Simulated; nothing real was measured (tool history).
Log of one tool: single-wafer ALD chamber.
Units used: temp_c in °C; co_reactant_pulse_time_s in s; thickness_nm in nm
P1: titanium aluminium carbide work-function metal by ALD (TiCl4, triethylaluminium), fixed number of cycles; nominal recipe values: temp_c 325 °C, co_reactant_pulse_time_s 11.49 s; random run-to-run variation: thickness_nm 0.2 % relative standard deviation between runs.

run 1 hour=12.2 | temp_c=325 co_reactant_pulse_time_s=11.49 | thickness_nm=2.2418
run 2 hour=25.7 | temp_c=325 co_reactant_pulse_time_s=11.49 | thickness_nm=2.2448
run 3 hour=39.9 | temp_c=336 co_reactant_pulse_time_s=4.67 | thickness_nm=1.9182
run 4 hour=51.1 | temp_c=325 co_reactant_pulse_time_s=11.49 | thickness_nm=2.2576
run 5 hour=69.6 | temp_c=325 co_reactant_pulse_time_s=11.49 | thickness_nm=2.2430
run 6 hour=84.7 | temp_c=347 co_reactant_pulse_time_s=18.71 | thickness_nm=2.4937
run 7 hour=94.3 | temp_c=325 co_reactant_pulse_time_s=11.49 | thickness_nm=2.2530
-- hour=105.7 triethylaluminium bottle replaced
run 8 hour=106.2 | temp_c=347 co_reactant_pulse_time_s=11.49 | thickness_nm=2.4499
-- hour=121.9 thermocouple changed; heater temperature recalibrated
run 9 hour=124.1 | temp_c=325 co_reactant_pulse_time_s=17.53 | thickness_nm=2.2937
run 10 hour=142.6 | temp_c=325 co_reactant_pulse_time_s=5.51 | thickness_nm=1.9542
run 11 hour=154.9 | temp_c=325 co_reactant_pulse_time_s=11.49 | thickness_nm=2.2475

Run 12 comes next. What will it give?
run 12 hour=163.8 | temp_c=302 co_reactant_pulse_time_s=11.49 | thickness_nm=?

thickness_nm: 2.0460 nm

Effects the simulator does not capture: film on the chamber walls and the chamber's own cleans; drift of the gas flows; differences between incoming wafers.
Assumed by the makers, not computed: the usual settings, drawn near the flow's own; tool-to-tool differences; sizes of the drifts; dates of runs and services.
